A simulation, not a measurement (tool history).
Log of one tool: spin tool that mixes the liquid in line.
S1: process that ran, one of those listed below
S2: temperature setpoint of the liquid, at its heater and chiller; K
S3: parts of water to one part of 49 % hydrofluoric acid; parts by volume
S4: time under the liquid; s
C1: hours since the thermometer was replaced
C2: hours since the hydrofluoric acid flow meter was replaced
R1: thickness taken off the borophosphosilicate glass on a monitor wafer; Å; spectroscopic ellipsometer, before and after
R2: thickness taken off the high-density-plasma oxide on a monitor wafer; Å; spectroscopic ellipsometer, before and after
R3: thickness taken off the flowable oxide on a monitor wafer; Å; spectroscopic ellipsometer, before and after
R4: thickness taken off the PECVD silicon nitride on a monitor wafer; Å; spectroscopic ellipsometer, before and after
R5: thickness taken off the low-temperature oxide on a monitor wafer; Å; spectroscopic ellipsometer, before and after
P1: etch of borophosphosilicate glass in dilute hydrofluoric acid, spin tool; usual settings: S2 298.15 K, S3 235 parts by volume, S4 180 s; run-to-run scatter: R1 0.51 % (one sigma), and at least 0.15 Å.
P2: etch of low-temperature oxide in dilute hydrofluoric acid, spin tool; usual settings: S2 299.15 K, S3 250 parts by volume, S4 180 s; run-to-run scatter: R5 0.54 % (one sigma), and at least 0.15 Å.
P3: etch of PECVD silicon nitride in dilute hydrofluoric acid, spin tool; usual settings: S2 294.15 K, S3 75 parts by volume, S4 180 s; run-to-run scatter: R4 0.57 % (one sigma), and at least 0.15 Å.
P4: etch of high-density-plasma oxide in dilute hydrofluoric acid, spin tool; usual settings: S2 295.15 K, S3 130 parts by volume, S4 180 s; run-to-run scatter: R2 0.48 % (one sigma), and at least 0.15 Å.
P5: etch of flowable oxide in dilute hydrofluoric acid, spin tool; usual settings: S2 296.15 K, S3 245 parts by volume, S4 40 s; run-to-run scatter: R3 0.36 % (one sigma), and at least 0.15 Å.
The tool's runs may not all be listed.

run,day,S1,S2,S3,S4,C1,C2,R1,R2,R3,R4,R5
1,0.346,P1,298.15,235,180,556.2,297.8,302.44,,,,
2,0.625,P4,295.15,130,305,562.9,304.5,,108,,,
3,0.879,P5,296.15,245,75,569,310.6,,,132.55,,
4,1.283,P1,298.15,235,85,578.7,320.3,142.55,,,,
5,1.629,P3,294.15,75,340,587,328.6,,,,84.782,
6,1.871,P5,296.15,90,40,592.8,334.4,,,228.05,,
7,2.117,P4,295.15,130,180,598.7,340.3,,63.738,,,
8,2.317,P2,302.65,250,180,603.5,345.1,,,,,162.45
9,2.662,P2,299.15,45,180,611.8,353.4,,,,,1029.9
10,2.988,P3,290.15,75,180,619.6,361.2,,,,33.359,
11,3.279,P3,294.15,75,180,626.6,368.2,,,,44.479,
12,3.583,P1,298.15,235,180,633.9,375.5,302.37,,,,
13,3.779,P3,294.15,35,180,638.6,380.2,,,,93.103,
14,4.083,P1,298.15,140,180,645.9,387.5,559.68,,,,
15,4.288,P1,298.15,340,180,650.8,392.4,186.11,,,,
16,4.646,P4,295.15,130,180,659.4,401,,63.854,,,
17,5.033,P1,293.15,235,180,668.7,410.3,249.53,,,,
18,5.4,P4,295.15,35,180,677.5,419.1,,264.02,,,
19,5.621,P1,298.15,235,180,682.8,424.4,301.69,,,,
20,5.825,P1,298.15,235,180,687.7,429.3,302.61,,,,
21,6.1,P5,303.15,245,40,694.3,435.9,,,89.995,,
22,6.479,P3,294.15,75,180,703.4,445,,,,44.47,
23,6.817,P2,299.15,250,180,711.5,453.1,,,,,144.7
24,7.088,P2,299.15,250,360,718,459.6,,,,,287.96
# day 7.421: thermometer replaced
25,7.508,P5,296.15,245,40,2.1,469.7,,,70.338,,
26,7.712,P4,290.15,130,180,7,474.6,,51.937,,,
27,8.117,P1,293.65,60,180,16.7,484.3,1205.5,,,,
28,8.338,P1,298.15,235,180,22,489.6,300.65,,,,
29,8.521,P1,302.65,235,180,26.4,494,354.19,,,,
30,8.921,P1,298.15,235,280,36,503.6,465.56,,,,
31,9.258,P1,298.15,235,180,44.1,511.7,302.15,,,,
32,9.562,P1,298.15,235,180,51.4,519,304.84,,,,
33,9.858,P1,298.15,235,180,58.5,526.1,312.78,,,,
34,10.225,P1,298.15,235,180,67.3,534.9,314.75,,,,
35,10.408,P1,298.15,235,180,71.7,539.3,319.51,,,,
36,10.75,P1,298.15,235,180,79.9,547.5,316.76,,,,
37,10.967,P1,298.15,235,180,85.1,552.7,319.22,,,,
38,11.358,P1,298.15,235,180,94.5,562.1,320.5,,,,
39,11.596,P1,298.15,235,180,100.2,567.8,317.32,,,,

What P1 gives has crept away from where it was. These 2 causes fit the log equally well, each at the size given:
A: liquid hotter than its thermometer reads (K) = 1.56
B: hydrofluoric acid flow above the setpoint (%) = 4.51
The creep began at about day 9.258.

4 check runs are offered, one wafer each, their results left as question marks. Which one tells the causes apart?
check 1,11.833,P5,296.15,245,40,,,,,?,,
check 2,11.833,P2,299.15,250,180,,,,,,,?
check 3,11.833,P4,295.15,130,180,,,,?,,,
check 4,11.833,P3,294.15,75,180,,,,,,?,

What each check would give under each cause:
check,result,if A,if B
check 1,R3,74.904,74.799
check 2,R5,151.82,152.07
check 3,R2,67.482,66.758
check 4,R4,49.276,46.286
How far apart the two closest causes lie, in the result that separates them most: check 1 0.14 %; check 2 0.16 %; check 3 1.08 %; check 4 6.26 %
Only check 4 tells the causes apart: in the others they would give nearly the same result.

Then check 4 was run and gave: R4 49.581 Å. Which cause is it?

It is A: liquid hotter than its thermometer reads (K).
